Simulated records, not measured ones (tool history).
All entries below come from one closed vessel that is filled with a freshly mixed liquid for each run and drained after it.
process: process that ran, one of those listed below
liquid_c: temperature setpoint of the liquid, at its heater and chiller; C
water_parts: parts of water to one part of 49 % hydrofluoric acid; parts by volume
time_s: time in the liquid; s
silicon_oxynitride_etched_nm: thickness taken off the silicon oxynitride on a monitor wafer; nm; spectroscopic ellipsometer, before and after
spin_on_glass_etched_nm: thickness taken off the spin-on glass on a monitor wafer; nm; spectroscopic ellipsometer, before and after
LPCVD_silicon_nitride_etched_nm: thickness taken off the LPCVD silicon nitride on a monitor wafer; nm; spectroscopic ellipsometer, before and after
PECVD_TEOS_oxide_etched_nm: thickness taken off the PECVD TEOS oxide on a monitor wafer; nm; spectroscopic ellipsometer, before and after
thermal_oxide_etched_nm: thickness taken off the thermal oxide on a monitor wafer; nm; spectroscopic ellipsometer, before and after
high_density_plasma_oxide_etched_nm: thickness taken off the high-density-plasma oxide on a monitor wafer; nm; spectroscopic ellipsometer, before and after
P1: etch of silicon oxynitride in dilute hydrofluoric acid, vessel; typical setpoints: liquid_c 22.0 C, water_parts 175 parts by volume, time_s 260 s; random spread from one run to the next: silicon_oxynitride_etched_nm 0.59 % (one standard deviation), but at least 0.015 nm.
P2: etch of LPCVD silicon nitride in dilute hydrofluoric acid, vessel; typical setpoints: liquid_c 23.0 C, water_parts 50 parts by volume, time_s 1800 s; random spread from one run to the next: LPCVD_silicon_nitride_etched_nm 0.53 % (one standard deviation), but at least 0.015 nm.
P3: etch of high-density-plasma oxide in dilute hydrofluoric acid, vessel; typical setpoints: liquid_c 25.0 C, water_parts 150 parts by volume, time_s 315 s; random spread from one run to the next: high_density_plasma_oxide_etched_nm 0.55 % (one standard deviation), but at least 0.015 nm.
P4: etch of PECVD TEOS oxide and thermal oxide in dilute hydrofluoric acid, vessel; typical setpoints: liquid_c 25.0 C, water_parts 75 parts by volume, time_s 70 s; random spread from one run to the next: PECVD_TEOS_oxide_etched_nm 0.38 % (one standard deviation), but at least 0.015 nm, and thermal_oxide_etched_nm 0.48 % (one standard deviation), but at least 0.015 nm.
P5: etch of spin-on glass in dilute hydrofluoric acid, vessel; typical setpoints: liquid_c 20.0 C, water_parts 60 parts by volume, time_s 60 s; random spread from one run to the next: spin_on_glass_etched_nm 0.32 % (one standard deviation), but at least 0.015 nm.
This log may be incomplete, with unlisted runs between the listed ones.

run	day	process	liquid_c	water_parts	time_s	silicon_oxynitride_etched_nm	spin_on_glass_etched_nm	LPCVD_silicon_nitride_etched_nm	PECVD_TEOS_oxide_etched_nm	thermal_oxide_etched_nm	high_density_plasma_oxide_etched_nm
1	0.483	P1	22.0	175	260	4.06350					
2	0.933	P5	20.0	60	30		22.085				
3	1.438	P1	22.0	175	260	4.03060					
4	1.979	P1	22.0	80	260	9.74710					
5	2.508	P2	23.0	50	870			7.1423			
6	2.904	P4	25.0	75	70				25.440	4.4597	
7	3.467	P1	27.0	175	260	5.12290					
8	3.871	P2	23.0	50	1800			14.7070			
9	4.208	P1	22.0	175	260	4.04660					
10	4.846	P4	25.0	45	70				44.060	7.8074	
11	5.371	P1	28.0	175	375	7.76500					
12	5.842	P1	22.0	175	260	4.05510					
13	6.179	P1	22.0	175	260	4.06090					
14	6.504	P3	25.0	150	315						13.337
15	6.788	P4	25.0	75	70				25.351	4.4429	
16	7.304	P5	20.0	25	60		109.870				
17	7.792	P3	25.0	150	315						13.355
18	8.292	P1	22.0	175	260	4.08400					
19	8.896	P3	20.5	150	315						11.055
20	9.521	P5	20.0	60	60		44.514				
21	10.088	P4	18.0	75	70				19.092	3.3465	
22	10.654	P1	17.0	175	260	3.24790					
23	11.204	P5	17.0	60	60		38.958				
24	11.800	P1	22.0	175	50	0.79321					
25	12.096	P1	22.0	175	475	7.47040					
26	12.708	P1	22.0	175	260	4.08930					
27	13.138	P2	27.0	50	1800			19.1310			
28	13.588	P1	22.0	270	260	2.50270					
29	14.092	P2	23.0	20	1800			35.4870			
30	14.371	P4	25.0	75	115				41.666	7.2880	
31	14.896	P3	25.0	75	315						29.040
32	15.204	P3	25.0	150	585						24.653
33	15.479	P1	22.0	175	260	4.10420					
34	16.071	P1	22.0	175	260	4.32460					
35	16.375	P1	22.0	175	260	4.30660					
36	16.875	P1	22.0	175	260	4.46880					
37	17.392	P1	22.0	175	260	4.49900					

For run 38, what comes out?
38	18.012	P1	22.0	175	260	?					

silicon_oxynitride_etched_nm: 4.51150 nm
